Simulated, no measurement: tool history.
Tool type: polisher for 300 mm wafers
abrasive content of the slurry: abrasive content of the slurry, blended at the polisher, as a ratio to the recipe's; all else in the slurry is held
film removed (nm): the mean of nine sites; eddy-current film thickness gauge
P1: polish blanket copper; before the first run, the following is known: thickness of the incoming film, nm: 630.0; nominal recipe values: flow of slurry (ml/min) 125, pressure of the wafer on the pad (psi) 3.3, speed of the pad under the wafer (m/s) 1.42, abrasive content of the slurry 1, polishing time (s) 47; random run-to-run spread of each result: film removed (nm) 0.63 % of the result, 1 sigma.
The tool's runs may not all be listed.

| run | day | flow of slurry (ml/min) | pressure of the wafer on the pad (psi) | speed of the pad under the wafer (m/s) | abrasive content of the slurry | polishing time (s) | film removed (nm) |
|---|---|---|---|---|---|---|---|
| 1 | 0.45 | 125 | 3.3 | 1.42 | 1 | 47 | 189.13 |
| 2 | 0.867 | 125 | 3.3 | 1.06 | 1 | 47 | 140.6 |
| 3 | 1.275 | 125 | 3.3 | 1.42 | 0.55 | 47 | 165.97 |
| 4 | 1.642 | 125 | 3.3 | 1.42 | 1.4 | 30 | 128.7 |
| 5 | 2.017 | 75 | 3.3 | 1.42 | 1 | 47 | 166 |
| 6 | 2.4 | 125 | 2.3 | 2.2 | 1 | 47 | 202.65 |
| 7 | 2.85 | 125 | 4.6 | 1.42 | 1 | 47 | 263.08 |
| 8 | 3.142 | 125 | 3.3 | 1.42 | 1 | 73 | 292.07 |
|  | 3.183 | slurry nozzle cleaned |
| 9 | 3.512 | 125 | 3.3 | 1.42 | 1 | 47 | 190.57 |
| 10 | 3.812 | 125 | 3.3 | 1.42 | 1.3 | 47 | 198.72 |
| 11 | 4.092 | 125 | 3.3 | 1.42 | 1 | 47 | 188.11 |
| 12 | 4.325 | 125 | 3.3 | 1.42 | 1 | 34 | 137.66 |
| 13 | 4.621 | 125 | 2.3 | 1.42 | 1 | 47 | 130.42 |
| 14 | 4.967 | 125 | 3.3 | 1.42 | 1 | 47 | 189.58 |
| 15 | 5.396 | 170 | 3.3 | 1.42 | 1 | 47 | 200.3 |
| 16 | 5.796 | 125 | 3.3 | 0.9 | 1.4 | 47 | 128.32 |
| 17 | 6.021 | 125 | 3.3 | 2.22 | 1 | 47 | 297.25 |

Estimate the outcome of run 18 from the log above:
| 18 | 6.338 | 125 | 3.3 | 1.42 | 1 | 47 | ? |

film removed (nm): 187.51
